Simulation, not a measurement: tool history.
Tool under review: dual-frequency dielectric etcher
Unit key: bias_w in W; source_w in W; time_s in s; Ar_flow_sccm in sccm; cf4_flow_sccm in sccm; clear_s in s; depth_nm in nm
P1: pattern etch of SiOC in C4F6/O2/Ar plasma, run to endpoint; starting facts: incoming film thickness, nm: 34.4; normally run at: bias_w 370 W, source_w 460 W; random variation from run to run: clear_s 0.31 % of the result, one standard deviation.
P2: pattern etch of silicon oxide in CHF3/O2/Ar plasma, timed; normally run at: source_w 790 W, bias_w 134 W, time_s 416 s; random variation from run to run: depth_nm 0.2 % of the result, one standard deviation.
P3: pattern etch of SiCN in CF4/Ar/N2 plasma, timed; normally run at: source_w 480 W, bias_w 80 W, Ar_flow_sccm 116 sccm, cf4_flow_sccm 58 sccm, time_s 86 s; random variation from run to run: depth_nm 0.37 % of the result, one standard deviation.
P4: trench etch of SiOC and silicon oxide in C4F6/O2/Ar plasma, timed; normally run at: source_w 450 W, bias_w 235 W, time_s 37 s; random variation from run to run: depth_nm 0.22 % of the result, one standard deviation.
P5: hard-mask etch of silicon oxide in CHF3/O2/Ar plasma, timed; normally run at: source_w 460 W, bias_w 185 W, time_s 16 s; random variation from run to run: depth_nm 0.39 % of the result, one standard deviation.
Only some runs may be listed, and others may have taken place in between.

run	day	process	bias_w	source_w	time_s	Ar_flow_sccm	cf4_flow_sccm	hours since the last wet clean	hours since the last bias power generator calibration	hours since the last source power generator calibration	clear_s	depth_nm
1	0.158	P1	370	460				334.2	2839.9	1937.8	12.194	
2	0.292	P1	470	460				337.4	2843.1	1941	11.121	
3	0.454	P5	185	460	16			341.3	2847	1944.9		29.117
4	0.558	P4	235	450	50			343.8	2849.5	1947.4		112.95
5	0.733	P1	370	630				348	2853.7	1951.6	10.857	
6	0.917	P4	309	450	37			352.4	2858.1	1956		91.646
7	1.021	P5	185	300	16			354.9	2860.6	1958.5		24.848
8	1.162	P3	80	480	55	116	58	358.3	2864	1961.9		51.071
9	1.329	P2	176	790	416			362.3	2868	1965.9		905.44
10	1.438	P3	80	480	86	116	70	364.9	2870.6	1968.5		82.435
11	1.55	P1	370	460				367.6	2873.3	1971.2	12.115	
12	1.683	P2	134	790	416			370.8	2876.5	1974.4		827.29
13	1.8	P4	235	450	37			373.6	2879.3	1977.2		83.431
14	1.954	P5	185	460	16			377.3	2883	1980.9		29.16
15	2.129	P3	80	480	86	116	58	381.5	2887.2	1985.1		79.165
16	2.238	P2	134	790	566.5			384.1	2889.8	1987.7		1130.6
17	2.388	P1	465	630				387.7	2893.4	1991.3	9.9911	
18	2.571	P1	370	460				392.1	2897.8	1995.7	12.16	
19	2.767	P5	185	460	11			396.8	2902.5	2000.4		20.113
20	2.896	P1	370	460				399.9	2905.6	2003.5	12.165	
21	3.038	P4	235	450	37			403.3	2909	2006.9		83.38
22	3.179	P3	80	480	86	76	58	406.7	2912.4	2010.3		84.486
23	3.275	P3	80	590	86	116	58	409	2914.7	2012.6		95.544
# day 3.283: bias power generator calibrated
24	3.454	P2	134	1090	416			413.3	4.2	2016.9		941.42
25	3.65	P4	235	350	37			418	8.9	2021.6		76.016
26	3.742	P5	134	460	16			420.2	11.1	2023.8		26.117

Run 27 comes next. What will it give?
27	3.917	P1	274	460				424.4	15.3	2028	?	

clear_s: 13.455 s

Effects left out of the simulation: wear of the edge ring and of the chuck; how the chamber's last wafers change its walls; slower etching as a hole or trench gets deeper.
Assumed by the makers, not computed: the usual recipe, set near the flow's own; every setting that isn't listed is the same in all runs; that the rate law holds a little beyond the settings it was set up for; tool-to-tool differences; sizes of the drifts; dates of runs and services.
